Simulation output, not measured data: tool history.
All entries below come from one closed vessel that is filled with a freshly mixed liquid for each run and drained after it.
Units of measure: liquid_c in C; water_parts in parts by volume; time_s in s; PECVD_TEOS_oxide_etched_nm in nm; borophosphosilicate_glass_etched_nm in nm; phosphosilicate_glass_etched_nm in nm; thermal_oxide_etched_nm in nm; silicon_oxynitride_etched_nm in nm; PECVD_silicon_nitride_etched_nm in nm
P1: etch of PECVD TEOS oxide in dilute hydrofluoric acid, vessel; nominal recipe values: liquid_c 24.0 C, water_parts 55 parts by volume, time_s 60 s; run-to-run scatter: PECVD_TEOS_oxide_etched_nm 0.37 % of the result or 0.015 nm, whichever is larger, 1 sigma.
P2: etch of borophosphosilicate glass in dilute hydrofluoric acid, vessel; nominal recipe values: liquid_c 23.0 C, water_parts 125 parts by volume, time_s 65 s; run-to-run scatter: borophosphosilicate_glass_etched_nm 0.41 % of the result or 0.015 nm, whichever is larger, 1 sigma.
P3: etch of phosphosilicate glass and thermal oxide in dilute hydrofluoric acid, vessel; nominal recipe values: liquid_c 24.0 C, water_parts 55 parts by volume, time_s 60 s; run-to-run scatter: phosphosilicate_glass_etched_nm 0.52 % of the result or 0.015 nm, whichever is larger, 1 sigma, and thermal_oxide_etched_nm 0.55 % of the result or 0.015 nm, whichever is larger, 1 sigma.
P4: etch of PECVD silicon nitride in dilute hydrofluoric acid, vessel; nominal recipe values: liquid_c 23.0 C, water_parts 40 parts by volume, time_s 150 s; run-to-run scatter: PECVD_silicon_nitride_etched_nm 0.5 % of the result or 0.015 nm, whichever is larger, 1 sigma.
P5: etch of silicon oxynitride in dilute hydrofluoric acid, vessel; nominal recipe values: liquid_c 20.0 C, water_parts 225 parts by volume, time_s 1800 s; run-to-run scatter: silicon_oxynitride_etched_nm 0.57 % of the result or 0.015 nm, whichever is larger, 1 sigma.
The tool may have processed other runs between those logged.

run,hour,process,liquid_c,water_parts,time_s,PECVD_TEOS_oxide_etched_nm,borophosphosilicate_glass_etched_nm,phosphosilicate_glass_etched_nm,thermal_oxide_etched_nm,silicon_oxynitride_etched_nm,PECVD_silicon_nitride_etched_nm
1,11.9,P1,24.0,55,60,25.154,,,,,
2,22.8,P2,27.5,125,65,,15.082,,,,
3,33.3,P2,23.0,125,30,,5.842,,,,
4,44.9,P1,24.0,95,60,13.859,,,,,
5,50.9,P3,24.0,90,60,,,48.614,3.1441,,
6,59.8,P5,20.0,65,1800,,,,,109.370,
7,69.0,P1,24.0,20,60,72.260,,,,,
8,76.1,P1,24.0,55,105,43.684,,,,,
9,83.6,P2,23.0,195,65,,7.523,,,,
10,91.5,P1,24.0,55,60,25.095,,,,,
11,102.4,P4,23.0,40,150,,,,,,7.2240
12,111.5,P5,17.0,225,1800,,,,,24.480,
13,121.7,P5,20.0,225,1800,,,,,28.425,
14,128.3,P4,19.0,40,150,,,,,,5.4382
15,137.0,P1,24.0,55,60,25.149,,,,,
16,142.6,P3,24.0,55,60,,,83.711,5.3104,,
17,152.1,P3,24.0,55,60,,,83.842,5.2967,,
18,162.7,P2,23.0,125,65,,12.724,,,,
19,169.1,P1,20.0,55,60,21.235,,,,,
20,174.7,P1,29.0,35,60,49.693,,,,,
21,185.9,P1,24.0,55,60,25.055,,,,,
22,197.5,P3,17.5,55,60,,,62.917,4.1085,,
23,209.8,P5,20.0,225,2910,,,,,45.756,
24,215.8,P1,30.5,30,60,61.971,,,,,
25,227.8,P1,31.0,55,60,33.293,,,,,
26,240.2,P4,23.0,60,150,,,,,,4.8648
27,246.5,P2,23.0,125,65,,12.734,,,,
28,258.4,P1,24.0,55,30,12.519,,,,,
29,266.8,P3,24.0,55,95,,,132.820,8.5973,,
30,272.5,P4,23.0,40,65,,,,,,3.1282
31,283.5,P1,24.0,55,60,25.039,,,,,
32,293.9,P1,24.0,55,60,24.008,,,,,
33,300.3,P1,24.0,55,60,23.725,,,,,
34,311.1,P1,24.0,55,60,23.306,,,,,
35,319.5,P1,24.0,55,60,22.976,,,,,
36,331.3,P1,24.0,55,60,23.142,,,,,
37,337.9,P1,24.0,55,60,23.000,,,,,
38,348.7,P1,24.0,55,60,22.932,,,,,

P1 has crept away from where it was. The log is fitted equally well by each of these 2 causes, at the sizes shown:
A: liquid colder than its thermometer reads (K) = 2.1
B: hydrofluoric acid flow below the setpoint (%) = 7.73
The drift started at roughly hour 283.5.

Listed below are the offered check runs, one wafer per run, with question marks in place of results. For which of them would the causes give clearly different outcomes?
check 1,359.5,P3,24.0,55,60,,,?,?,,
check 2,359.5,P4,23.0,40,150,,,,,,?
check 3,359.5,P2,23.0,125,65,,?,,,,
check 4,359.5,P5,20.0,225,1800,,,,,?,

Predicted outcomes, by check and by cause:
check,result,if A,if B
check 1,phosphosilicate_glass_etched_nm,76.677,76.698
check 1,thermal_oxide_etched_nm,4.9232,4.9245
check 2,PECVD_silicon_nitride_etched_nm,6.2595,6.6876
check 3,borophosphosilicate_glass_etched_nm,11.656,11.551
check 4,silicon_oxynitride_etched_nm,25.635,25.765
How far apart the two closest causes lie, in the result that separates them most: check 1 0.03 %; check 2 6.62 %; check 3 0.91 %; check 4 0.51 %
Check 2 is the one run that separates the causes; every other check would come out nearly the same whichever cause is at work.

Here is what check 2 returned: PECVD_silicon_nitride_etched_nm 6.2196 nm. Which cause is it?

A is the cause: liquid colder than its thermometer reads (K).

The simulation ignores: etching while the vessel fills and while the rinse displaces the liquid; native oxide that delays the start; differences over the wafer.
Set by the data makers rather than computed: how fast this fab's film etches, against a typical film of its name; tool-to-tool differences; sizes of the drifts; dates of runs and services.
